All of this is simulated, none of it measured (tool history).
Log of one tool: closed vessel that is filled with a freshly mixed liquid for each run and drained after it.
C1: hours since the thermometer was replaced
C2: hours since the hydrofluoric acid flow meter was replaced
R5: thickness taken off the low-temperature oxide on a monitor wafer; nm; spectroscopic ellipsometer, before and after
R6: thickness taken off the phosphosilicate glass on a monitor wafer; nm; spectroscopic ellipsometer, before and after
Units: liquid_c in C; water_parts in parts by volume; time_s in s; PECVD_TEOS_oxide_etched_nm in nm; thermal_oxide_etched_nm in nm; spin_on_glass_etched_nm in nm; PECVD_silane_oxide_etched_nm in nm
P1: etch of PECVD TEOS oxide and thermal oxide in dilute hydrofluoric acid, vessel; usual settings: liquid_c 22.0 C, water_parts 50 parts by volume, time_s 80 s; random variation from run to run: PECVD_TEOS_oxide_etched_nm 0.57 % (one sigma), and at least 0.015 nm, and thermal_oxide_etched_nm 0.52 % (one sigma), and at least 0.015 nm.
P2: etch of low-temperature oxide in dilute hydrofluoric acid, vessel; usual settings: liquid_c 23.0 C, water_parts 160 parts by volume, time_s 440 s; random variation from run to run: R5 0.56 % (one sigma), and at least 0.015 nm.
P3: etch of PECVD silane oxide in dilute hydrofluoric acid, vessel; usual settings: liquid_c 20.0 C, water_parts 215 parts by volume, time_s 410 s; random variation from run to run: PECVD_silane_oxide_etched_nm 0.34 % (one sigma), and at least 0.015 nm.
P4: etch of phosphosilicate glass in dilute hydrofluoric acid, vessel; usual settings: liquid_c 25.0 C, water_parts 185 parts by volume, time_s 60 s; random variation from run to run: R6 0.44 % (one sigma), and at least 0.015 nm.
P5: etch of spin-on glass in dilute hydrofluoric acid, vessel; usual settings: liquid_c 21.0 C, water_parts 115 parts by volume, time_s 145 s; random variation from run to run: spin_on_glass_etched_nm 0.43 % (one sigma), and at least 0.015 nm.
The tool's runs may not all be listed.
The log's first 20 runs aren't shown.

run 21 hour=180.2 | process=P1 liquid_c=22.0 water_parts=50 time_s=80 | C1=1526.0 C2=568.8 | PECVD_TEOS_oxide_etched_nm=20.7280 thermal_oxide_etched_nm=7.5701
run 22 hour=190.1 | process=P3 liquid_c=17.0 water_parts=215 time_s=410 | C1=1535.9 C2=578.7 | PECVD_silane_oxide_etched_nm=37.032
run 23 hour=198.6 | process=P4 liquid_c=25.0 water_parts=320 time_s=60 | C1=1544.4 C2=587.2 | R6=18.346
run 24 hour=206.0 | process=P1 liquid_c=28.0 water_parts=85 time_s=80 | C1=1551.8 C2=594.6 | PECVD_TEOS_oxide_etched_nm=14.8290 thermal_oxide_etched_nm=5.5312
run 25 hour=215.0 | process=P1 liquid_c=22.0 water_parts=70 time_s=80 | C1=1560.8 C2=603.6 | PECVD_TEOS_oxide_etched_nm=14.3880 thermal_oxide_etched_nm=5.3366
run 26 hour=221.4 | process=P5 liquid_c=17.0 water_parts=115 time_s=145 | C1=1567.2 C2=610.0 | spin_on_glass_etched_nm=25.267
run 27 hour=230.8 | process=P1 liquid_c=22.0 water_parts=50 time_s=40 | C1=1576.6 C2=619.4 | PECVD_TEOS_oxide_etched_nm=10.2950 thermal_oxide_etched_nm=3.8035
run 28 hour=238.7 | process=P1 liquid_c=17.0 water_parts=50 time_s=80 | C1=1584.5 C2=627.3 | PECVD_TEOS_oxide_etched_nm=16.7620 thermal_oxide_etched_nm=6.1341
run 29 hour=247.3 | process=P2 liquid_c=23.0 water_parts=160 time_s=440 | C1=1593.1 C2=635.9 | R5=55.339
run 30 hour=255.3 | process=P2 liquid_c=23.0 water_parts=30 time_s=440 | C1=1601.1 C2=643.9 | R5=344.480
run 31 hour=262.5 | process=P1 liquid_c=22.0 water_parts=50 time_s=80 | C1=1608.3 C2=651.1 | PECVD_TEOS_oxide_etched_nm=20.6250 thermal_oxide_etched_nm=7.6376

Forecast run 32:
run 32 hour=269.5 | process=P4 liquid_c=25.0 water_parts=185 time_s=60 | C1=1615.3 C2=658.1 | R6=?

{"run 32": {"R6": 36.378}}

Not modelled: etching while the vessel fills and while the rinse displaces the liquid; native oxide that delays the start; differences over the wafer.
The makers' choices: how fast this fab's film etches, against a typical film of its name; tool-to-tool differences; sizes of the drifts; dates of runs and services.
